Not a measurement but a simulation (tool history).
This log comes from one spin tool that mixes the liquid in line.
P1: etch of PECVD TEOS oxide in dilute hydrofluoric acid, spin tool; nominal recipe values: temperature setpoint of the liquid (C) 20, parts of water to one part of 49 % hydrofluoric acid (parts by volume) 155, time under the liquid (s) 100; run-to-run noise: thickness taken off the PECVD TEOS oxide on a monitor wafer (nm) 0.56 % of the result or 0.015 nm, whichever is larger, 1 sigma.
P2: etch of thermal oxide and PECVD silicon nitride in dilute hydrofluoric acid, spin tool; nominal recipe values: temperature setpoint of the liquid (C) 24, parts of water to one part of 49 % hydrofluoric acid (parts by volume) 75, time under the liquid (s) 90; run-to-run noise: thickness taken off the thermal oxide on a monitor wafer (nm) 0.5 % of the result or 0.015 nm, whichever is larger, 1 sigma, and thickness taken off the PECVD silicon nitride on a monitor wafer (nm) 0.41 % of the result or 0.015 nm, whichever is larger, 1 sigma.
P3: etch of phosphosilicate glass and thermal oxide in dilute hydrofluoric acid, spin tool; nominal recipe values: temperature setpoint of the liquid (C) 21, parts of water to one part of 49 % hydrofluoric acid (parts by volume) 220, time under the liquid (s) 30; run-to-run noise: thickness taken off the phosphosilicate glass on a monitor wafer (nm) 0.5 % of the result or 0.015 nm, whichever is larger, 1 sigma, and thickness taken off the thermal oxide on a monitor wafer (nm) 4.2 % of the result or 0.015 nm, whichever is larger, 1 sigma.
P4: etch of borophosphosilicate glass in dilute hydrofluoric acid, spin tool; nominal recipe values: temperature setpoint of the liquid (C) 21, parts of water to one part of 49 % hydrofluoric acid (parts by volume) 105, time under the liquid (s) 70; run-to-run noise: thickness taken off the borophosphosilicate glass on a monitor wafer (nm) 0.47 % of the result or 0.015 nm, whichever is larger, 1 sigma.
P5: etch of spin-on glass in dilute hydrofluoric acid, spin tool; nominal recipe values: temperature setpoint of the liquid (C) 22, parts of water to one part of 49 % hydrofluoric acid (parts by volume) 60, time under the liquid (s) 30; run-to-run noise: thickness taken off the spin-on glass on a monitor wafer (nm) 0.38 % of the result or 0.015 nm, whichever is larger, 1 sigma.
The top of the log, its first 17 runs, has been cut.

run,hour,process that ran,temperature setpoint of the liquid (C),parts of water to one part of 49 % hydrofluoric acid (parts by volume),time under the liquid (s),thickness taken off the PECVD TEOS oxide on a monitor wafer (nm),thickness taken off the borophosphosilicate glass on a monitor wafer (nm),thickness taken off the thermal oxide on a monitor wafer (nm),thickness taken off the PECVD silicon nitride on a monitor wafer (nm),thickness taken off the phosphosilicate glass on a monitor wafer (nm),thickness taken off the spin-on glass on a monitor wafer (nm)
18,192.4,P5,22,60,45,,,,,,40.723
19,202.3,P1,20,50,20,6.8297,,,,,
20,214,P3,21,220,30,,,0.49064,,11.029,
21,226.6,P2,18.5,75,90,,,5.0305,4.6486,,
22,237.4,P5,22,110,30,,,,,,14
23,244.6,P1,20,250,100,5.5362,,,,,
24,256,P4,21,105,70,,18.562,,,,
25,262.7,P5,22,60,30,,,,,,27.185
26,269.2,P5,18,60,30,,,,,,22.882
27,275.5,P1,20,210,180,12.401,,,,,
28,285.9,P4,21,105,130,,34.249,,,,
29,295.3,P1,20,155,100,9.8152,,,,,
30,303.6,P1,20,155,100,9.8676,,,,,
31,315.7,P1,20,155,100,9.6556,,,,,
32,326.3,P1,20,155,100,9.4563,,,,,
33,335.7,P1,20,155,100,9.2893,,,,,
34,346.5,P1,20,155,100,9.257,,,,,
35,358.3,P1,20,155,100,9.3279,,,,,
36,367.1,P1,20,155,100,9.065,,,,,

Run 37 has not been measured yet. What should we expect?
37,377.8,P1,20,155,100,?,,,,,

Run 37 gave thickness taken off the PECVD TEOS oxide on a monitor wafer (nm) 9.2748.
